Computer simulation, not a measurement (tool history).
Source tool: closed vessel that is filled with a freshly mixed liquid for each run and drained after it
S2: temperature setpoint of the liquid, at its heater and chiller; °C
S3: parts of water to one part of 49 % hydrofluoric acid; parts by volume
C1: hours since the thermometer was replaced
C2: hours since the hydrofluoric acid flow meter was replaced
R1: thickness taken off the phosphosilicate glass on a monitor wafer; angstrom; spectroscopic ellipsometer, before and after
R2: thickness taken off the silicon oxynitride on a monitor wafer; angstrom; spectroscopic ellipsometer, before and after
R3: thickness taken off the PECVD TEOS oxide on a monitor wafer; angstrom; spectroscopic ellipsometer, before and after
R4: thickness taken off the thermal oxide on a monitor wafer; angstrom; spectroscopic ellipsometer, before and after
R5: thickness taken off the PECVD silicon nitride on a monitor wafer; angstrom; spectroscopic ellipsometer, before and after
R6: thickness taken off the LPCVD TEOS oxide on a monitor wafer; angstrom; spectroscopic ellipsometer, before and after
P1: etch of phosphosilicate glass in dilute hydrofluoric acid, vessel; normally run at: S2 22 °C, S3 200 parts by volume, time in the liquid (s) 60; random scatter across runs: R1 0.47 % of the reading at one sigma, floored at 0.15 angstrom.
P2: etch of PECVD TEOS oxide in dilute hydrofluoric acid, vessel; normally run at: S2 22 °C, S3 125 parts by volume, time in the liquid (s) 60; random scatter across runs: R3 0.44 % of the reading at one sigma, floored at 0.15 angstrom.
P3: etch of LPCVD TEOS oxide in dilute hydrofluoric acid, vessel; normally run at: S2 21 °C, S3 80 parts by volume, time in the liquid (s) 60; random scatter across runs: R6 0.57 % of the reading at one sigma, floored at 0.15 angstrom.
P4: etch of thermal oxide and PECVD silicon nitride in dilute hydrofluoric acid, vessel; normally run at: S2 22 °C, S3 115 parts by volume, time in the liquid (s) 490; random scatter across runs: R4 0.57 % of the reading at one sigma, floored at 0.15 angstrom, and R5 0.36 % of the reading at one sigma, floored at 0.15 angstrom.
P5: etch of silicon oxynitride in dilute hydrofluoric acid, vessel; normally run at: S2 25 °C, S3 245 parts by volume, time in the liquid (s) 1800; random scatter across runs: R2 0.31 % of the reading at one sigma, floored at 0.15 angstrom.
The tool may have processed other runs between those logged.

run 1 day=0.267 | process_that_ran=P1 S2=22 S3=200 time_in_the_liquid_(s)=60 | C1=1055.9 C2=49.9 | R1=335.34
run 2 day=0.617 | process_that_ran=P1 S2=22 S3=200 time_in_the_liquid_(s)=60 | C1=1064.3 C2=58.3 | R1=337.08
run 3 day=0.967 | process_that_ran=P5 S2=25 S3=245 time_in_the_liquid_(s)=1800 | C1=1072.7 C2=66.7 | R2=219.94
run 4 day=1.283 | process_that_ran=P1 S2=22 S3=200 time_in_the_liquid_(s)=60 | C1=1080.3 C2=74.3 | R1=336.76
run 5 day=1.658 | process_that_ran=P2 S2=22 S3=125 time_in_the_liquid_(s)=35 | C1=1089.3 C2=83.3 | R3=63.386
run 6 day=2.008 | process_that_ran=P5 S2=30.5 S3=245 time_in_the_liquid_(s)=1800 | C1=1097.7 C2=91.7 | R2=278.05
run 7 day=2.317 | process_that_ran=P4 S2=27.5 S3=115 time_in_the_liquid_(s)=490 | C1=1105.1 C2=99.1 | R4=214.6 R5=118.96
run 8 day=2.7 | process_that_ran=P4 S2=22 S3=115 time_in_the_liquid_(s)=885 | C1=1114.3 C2=108.3 | R4=314.8 R5=150.68
run 9 day=2.908 | process_that_ran=P1 S2=17 S3=200 time_in_the_liquid_(s)=60 | C1=1119.3 C2=113.3 | R1=277.02
run 10 day=3.162 | process_that_ran=P1 S2=26 S3=40 time_in_the_liquid_(s)=60 | C1=1125.4 C2=119.4 | R1=2383.1
run 11 day=3.525 | process_that_ran=P5 S2=25 S3=410 time_in_the_liquid_(s)=1800 | C1=1134.1 C2=128.1 | R2=117.43
run 12 day=3.862 | process_that_ran=P1 S2=22 S3=95 time_in_the_liquid_(s)=60 | C1=1142.2 C2=136.2 | R1=796.85
run 13 day=4.096 | process_that_ran=P5 S2=25 S3=245 time_in_the_liquid_(s)=155 | C1=1147.8 C2=141.8 | R2=18.938
run 14 day=4.333 | process_that_ran=P1 S2=28 S3=200 time_in_the_liquid_(s)=60 | C1=1153.5 C2=147.5 | R1=419.34
run 15 day=4.658 | process_that_ran=P1 S2=22 S3=345 time_in_the_liquid_(s)=60 | C1=1161.3 C2=155.3 | R1=170.28
run 16 day=4.942 | process_that_ran=P1 S2=22 S3=200 time_in_the_liquid_(s)=60 | C1=1168.1 C2=162.1 | R1=335.23
run 17 day=5.225 | process_that_ran=P3 S2=21 S3=80 time_in_the_liquid_(s)=30 | C1=1174.9 C2=168.9 | R6=196.01
run 18 day=5.517 | process_that_ran=P2 S2=22 S3=125 time_in_the_liquid_(s)=60 | C1=1181.9 C2=175.9 | R3=109.21
run 19 day=5.742 | process_that_ran=P2 S2=17 S3=125 time_in_the_liquid_(s)=60 | C1=1187.3 C2=181.3 | R3=89.959
run 20 day=6.108 | process_that_ran=P1 S2=22 S3=200 time_in_the_liquid_(s)=60 | C1=1196.1 C2=190.1 | R1=338.6
run 21 day=6.329 | process_that_ran=P1 S2=22 S3=200 time_in_the_liquid_(s)=95 | C1=1201.4 C2=195.4 | R1=533.91
run 22 day=6.554 | process_that_ran=P2 S2=22 S3=125 time_in_the_liquid_(s)=60 | C1=1206.8 C2=200.8 | R3=109.01
run 23 day=6.8 | process_that_ran=P3 S2=29 S3=80 time_in_the_liquid_(s)=60 | C1=1212.7 C2=206.7 | R6=540.82
-- day=6.821 hydrofluoric acid flow meter replaced
run 24 day=6.979 | process_that_ran=P3 S2=21 S3=80 time_in_the_liquid_(s)=60 | C1=1217 C2=3.9 | R6=391.18
run 25 day=7.196 | process_that_ran=P1 S2=28 S3=315 time_in_the_liquid_(s)=60 | C1=1222.2 C2=9.1 | R1=234.05
run 26 day=7.429 | process_that_ran=P1 S2=17 S3=200 time_in_the_liquid_(s)=35 | C1=1227.8 C2=14.7 | R1=161.65
run 27 day=7.812 | process_that_ran=P1 S2=22 S3=200 time_in_the_liquid_(s)=30 | C1=1237 C2=23.9 | R1=168.89
run 28 day=8.217 | process_that_ran=P4 S2=22 S3=205 time_in_the_liquid_(s)=490 | C1=1246.7 C2=33.6 | R4=87.311 R5=47.016
run 29 day=8.542 | process_that_ran=P1 S2=22 S3=200 time_in_the_liquid_(s)=60 | C1=1254.5 C2=41.4 | R1=336.43
-- day=8.662 thermometer replaced
run 30 day=8.95 | process_that_ran=P4 S2=22 S3=115 time_in_the_liquid_(s)=490 | C1=6.9 C2=51.2 | R4=174.18 R5=83.308
run 31 day=9.171 | process_that_ran=P3 S2=21 S3=25 time_in_the_liquid_(s)=60 | C1=12.2 C2=56.5 | R6=1355.7
run 32 day=9.417 | process_that_ran=P3 S2=21 S3=80 time_in_the_liquid_(s)=60 | C1=18.1 C2=62.4 | R6=392.26
run 33 day=9.721 | process_that_ran=P2 S2=22 S3=180 time_in_the_liquid_(s)=60 | C1=25.4 C2=69.7 | R3=71.07
run 34 day=10.108 | process_that_ran=P1 S2=22 S3=200 time_in_the_liquid_(s)=60 | C1=34.7 C2=79 | R1=339.56
run 35 day=10.417 | process_that_ran=P1 S2=22 S3=200 time_in_the_liquid_(s)=60 | C1=42.1 C2=86.4 | R1=326.53
run 36 day=10.617 | process_that_ran=P1 S2=22 S3=200 time_in_the_liquid_(s)=60 | C1=46.9 C2=91.2 | R1=323.95
run 37 day=10.912 | process_that_ran=P1 S2=22 S3=200 time_in_the_liquid_(s)=60 | C1=54 C2=98.3 | R1=316.78
run 38 day=11.167 | process_that_ran=P1 S2=22 S3=200 time_in_the_liquid_(s)=60 | C1=60.1 C2=104.4 | R1=317.86
run 39 day=11.471 | process_that_ran=P1 S2=22 S3=200 time_in_the_liquid_(s)=60 | C1=67.4 C2=111.7 | R1=317.29
run 40 day=11.679 | process_that_ran=P1 S2=22 S3=200 time_in_the_liquid_(s)=60 | C1=72.4 C2=116.7 | R1=315.61
run 41 day=12.021 | process_that_ran=P1 S2=22 S3=200 time_in_the_liquid_(s)=60 | C1=80.6 C2=124.9 | R1=314.3
run 42 day=12.296 | process_that_ran=P1 S2=22 S3=200 time_in_the_liquid_(s)=60 | C1=87.2 C2=131.5 | R1=313.58

Something has made what P1 gives creep away from where it was; the 2 causes below, each at its own stated size, fit the log equally well:
A: liquid colder than its thermometer reads (K) = 1.83
B: hydrofluoric acid flow below the setpoint (%) = 5.59
Onset of the creep was near day 10.108.

Below are 4 check runs, each on a single wafer, with their results shown as question marks. Which of them would tell the listed causes apart, meaning the causes would give clearly different results under it?
run check 1 day=12.571 | process_that_ran=P4 S2=22 S3=190 time_in_the_liquid_(s)=855 | R4=? R5=?
run check 2 day=12.571 | process_that_ran=P2 S2=22 S3=125 time_in_the_liquid_(s)=40 | R3=?
run check 3 day=12.571 | process_that_ran=P3 S2=28 S3=45 time_in_the_liquid_(s)=60 | R6=?
run check 4 day=12.571 | process_that_ran=P5 S2=25 S3=315 time_in_the_liquid_(s)=870 | R2=?

Expected result of each check under each candidate cause:
check=check_1 result=R4 if_A=156.91 if_B=157.09
check=check_1 result=R5 if_A=78.744 if_B=83.857
check=check_2 result=R3 if_A=67.529 if_B=68.029
check=check_3 result=R6 if_A=901.16 if_B=912.48
check=check_4 result=R2 if_A=72.863 if_B=73.344
How far apart the two closest causes lie, in the result that separates them most: check 1 6.29 %; check 2 0.74 %; check 3 1.25 %; check 4 0.66 %
Of the check runs offered, only check 1 discriminates between the causes; the rest would read about the same regardless of which cause applies.

Check 1 has now been run. It gave: R4 156.76 angstrom; R5 79.334 angstrom. Which of the candidate causes is it?

A is the cause: liquid colder than its thermometer reads (K).
